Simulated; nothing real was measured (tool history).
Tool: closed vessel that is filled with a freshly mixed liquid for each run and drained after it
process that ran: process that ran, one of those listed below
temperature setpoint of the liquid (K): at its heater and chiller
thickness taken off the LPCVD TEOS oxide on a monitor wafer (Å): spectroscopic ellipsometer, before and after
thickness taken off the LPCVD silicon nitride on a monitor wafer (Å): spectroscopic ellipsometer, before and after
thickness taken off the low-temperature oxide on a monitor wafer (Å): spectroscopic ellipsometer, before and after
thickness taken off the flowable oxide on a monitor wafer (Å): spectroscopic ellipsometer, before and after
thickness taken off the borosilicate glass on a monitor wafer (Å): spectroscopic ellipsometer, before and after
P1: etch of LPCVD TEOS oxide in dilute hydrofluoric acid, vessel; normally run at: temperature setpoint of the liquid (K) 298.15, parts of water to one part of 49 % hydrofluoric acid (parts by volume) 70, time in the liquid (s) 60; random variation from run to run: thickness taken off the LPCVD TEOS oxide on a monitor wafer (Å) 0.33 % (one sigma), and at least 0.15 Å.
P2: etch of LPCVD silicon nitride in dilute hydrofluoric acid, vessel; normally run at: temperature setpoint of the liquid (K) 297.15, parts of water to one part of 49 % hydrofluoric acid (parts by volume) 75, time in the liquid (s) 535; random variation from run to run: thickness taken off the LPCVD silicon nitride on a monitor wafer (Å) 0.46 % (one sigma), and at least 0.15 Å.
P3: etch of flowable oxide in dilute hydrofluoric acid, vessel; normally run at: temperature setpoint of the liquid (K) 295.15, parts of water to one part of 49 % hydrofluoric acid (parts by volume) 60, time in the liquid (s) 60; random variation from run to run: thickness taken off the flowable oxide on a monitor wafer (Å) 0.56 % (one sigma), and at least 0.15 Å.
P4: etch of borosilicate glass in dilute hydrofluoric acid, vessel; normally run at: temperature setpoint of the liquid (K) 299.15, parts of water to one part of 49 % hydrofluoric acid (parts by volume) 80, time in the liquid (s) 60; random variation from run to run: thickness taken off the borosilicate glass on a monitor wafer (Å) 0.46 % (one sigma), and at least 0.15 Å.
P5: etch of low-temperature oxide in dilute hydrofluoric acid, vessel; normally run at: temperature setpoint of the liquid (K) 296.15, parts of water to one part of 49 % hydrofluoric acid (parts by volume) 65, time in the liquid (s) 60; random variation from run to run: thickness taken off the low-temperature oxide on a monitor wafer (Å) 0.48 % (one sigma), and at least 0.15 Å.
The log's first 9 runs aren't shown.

run	hour	process that ran	temperature setpoint of the liquid (K)	parts of water to one part of 49 % hydrofluoric acid (parts by volume)	time in the liquid (s)	hours since the thermometer was replaced	hours since the hydrofluoric acid flow meter was replaced	thickness taken off the LPCVD TEOS oxide on a monitor wafer (Å)	thickness taken off the LPCVD silicon nitride on a monitor wafer (Å)	thickness taken off the low-temperature oxide on a monitor wafer (Å)	thickness taken off the flowable oxide on a monitor wafer (Å)	thickness taken off the borosilicate glass on a monitor wafer (Å)
10	96.6	P5	296.15	65	60	451.5	193.9			191.40		
11	109.2	P1	298.15	70	30	464.1	206.5	91.225				
12	124.3	P1	302.65	70	60	479.2	221.6	218.550				
13	131.2	P1	293.15	70	60	486.1	228.5	148.640				
14	138.8	P1	298.15	70	60	493.7	236.1	184.310				
15	146.3	P1	301.65	30	60	501.2	243.6	522.180				
16	154.5	P1	298.15	70	60	509.4	251.8	183.170				
17	169.0	P1	298.15	70	60	523.9	266.3	183.170				
18	177.4	P2	297.15	115	535	532.3	274.7		28.490			
19	191.6	P1	298.15	70	60	546.5	288.9	182.930				
20	205.2	P5	296.15	35	60	560.1	302.5			370.10		
21	215.7	P5	302.65	65	60	570.6	313.0			247.79		
22	229.9	P1	298.15	70	85	584.8	327.2	259.920				
23	243.5	P1	298.15	70	60	598.4	340.8	184.130				
24	254.4	P4	305.15	80	60	609.3	351.7					594.14
25	264.6	P1	298.15	115	60	619.5	361.9	105.170				
# hour 277.1: thermometer replaced
26	277.8	P3	295.15	60	60	0.7	375.1				372.21	
27	291.8	P3	300.15	60	60	14.7	389.1				451.16	
28	299.8	P3	295.15	100	60	22.7	397.1				208.14	
29	310.3	P5	296.15	65	35	33.2	407.6			111.97		
30	322.6	P2	297.15	75	235	45.5	419.9		19.292			

Forecast run 31:
31	331.2	P2	301.15	75	535	54.1	428.5		?			

{"run 31": {"thickness taken off the LPCVD silicon nitride on a monitor wafer (Å)": 55.893}}
